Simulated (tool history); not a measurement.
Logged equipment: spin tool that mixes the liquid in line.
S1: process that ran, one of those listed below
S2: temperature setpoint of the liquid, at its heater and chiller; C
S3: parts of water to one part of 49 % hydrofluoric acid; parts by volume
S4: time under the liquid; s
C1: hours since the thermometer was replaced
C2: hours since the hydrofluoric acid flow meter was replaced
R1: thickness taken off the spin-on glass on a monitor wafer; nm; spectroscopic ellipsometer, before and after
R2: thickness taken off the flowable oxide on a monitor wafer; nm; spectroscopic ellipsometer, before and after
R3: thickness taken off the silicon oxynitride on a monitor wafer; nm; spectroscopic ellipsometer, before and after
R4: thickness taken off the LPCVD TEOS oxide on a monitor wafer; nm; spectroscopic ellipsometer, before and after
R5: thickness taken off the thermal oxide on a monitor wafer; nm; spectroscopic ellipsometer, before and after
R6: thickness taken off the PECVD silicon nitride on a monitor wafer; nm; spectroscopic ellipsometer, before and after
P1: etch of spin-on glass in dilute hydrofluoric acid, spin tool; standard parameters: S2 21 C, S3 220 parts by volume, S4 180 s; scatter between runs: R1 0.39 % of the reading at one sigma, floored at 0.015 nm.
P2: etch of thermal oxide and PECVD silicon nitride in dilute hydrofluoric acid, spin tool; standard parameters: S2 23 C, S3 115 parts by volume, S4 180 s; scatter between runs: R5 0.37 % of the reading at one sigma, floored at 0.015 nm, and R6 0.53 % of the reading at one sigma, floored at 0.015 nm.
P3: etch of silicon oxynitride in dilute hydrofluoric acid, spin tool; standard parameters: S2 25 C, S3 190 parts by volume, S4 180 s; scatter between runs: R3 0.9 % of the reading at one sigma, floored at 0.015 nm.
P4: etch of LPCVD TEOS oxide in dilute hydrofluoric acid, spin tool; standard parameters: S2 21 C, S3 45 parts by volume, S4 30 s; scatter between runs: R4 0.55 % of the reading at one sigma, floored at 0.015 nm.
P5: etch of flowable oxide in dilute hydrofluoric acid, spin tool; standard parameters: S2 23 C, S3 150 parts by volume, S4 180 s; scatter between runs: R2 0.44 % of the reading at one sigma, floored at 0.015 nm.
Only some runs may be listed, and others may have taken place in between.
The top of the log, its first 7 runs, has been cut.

run,hour,S1,S2,S3,S4,C1,C2,R1,R2,R3,R4,R5,R6
8,99.5,P4,21,80,30,2184.1,974.9,,,,10.466,,
9,112.2,P2,23,115,180,2196.8,987.6,,,,,6.9765,8.3075
10,126.1,P3,25,190,270,2210.7,1001.5,,,4.3886,,,
11,137.9,P1,21,220,180,2222.5,1013.3,28.4,,,,,
12,148.8,P5,23,265,180,2233.4,1024.2,,21.794,,,,
13,160.7,P2,23,115,45,2245.3,1036.1,,,,,1.7629,2.0439
14,176.1,P3,25,190,180,2260.7,1051.5,,,2.9171,,,
15,186.3,P5,23,150,365,2270.9,1061.7,,87.864,,,,
16,194.8,P2,23,25,180,2279.4,1070.2,,,,,36.104,36.562
17,203.1,P1,17,220,45,2287.7,1078.5,6.0715,,,,,
18,216.2,P4,21,45,30,2300.8,1091.6,,,,19.116,,
19,224.5,P1,21,220,180,2309.1,1099.9,28.581,,,,,
20,236.4,P3,33,190,180,2321,1111.8,,,4.0864,,,
21,245,P1,27,220,180,2329.6,1120.4,35.267,,,,,
22,255.7,P1,21,220,15,2340.3,1131.1,2.3819,,,,,
23,262.4,P4,21,45,15,2347,1137.8,,,,9.8205,,
24,274.8,P1,21,40,180,2359.4,1150.2,191.34,,,,,
25,284.1,P1,21,220,180,2368.7,1159.5,28.443,,,,,
26,291.9,P4,21,45,30,2376.5,1167.3,,,,19.402,,

Forecast run 27:
27,304.5,P1,21,350,180,2389.1,1179.9,?,,,,,

{"run 27": {"R1": 15.901}}
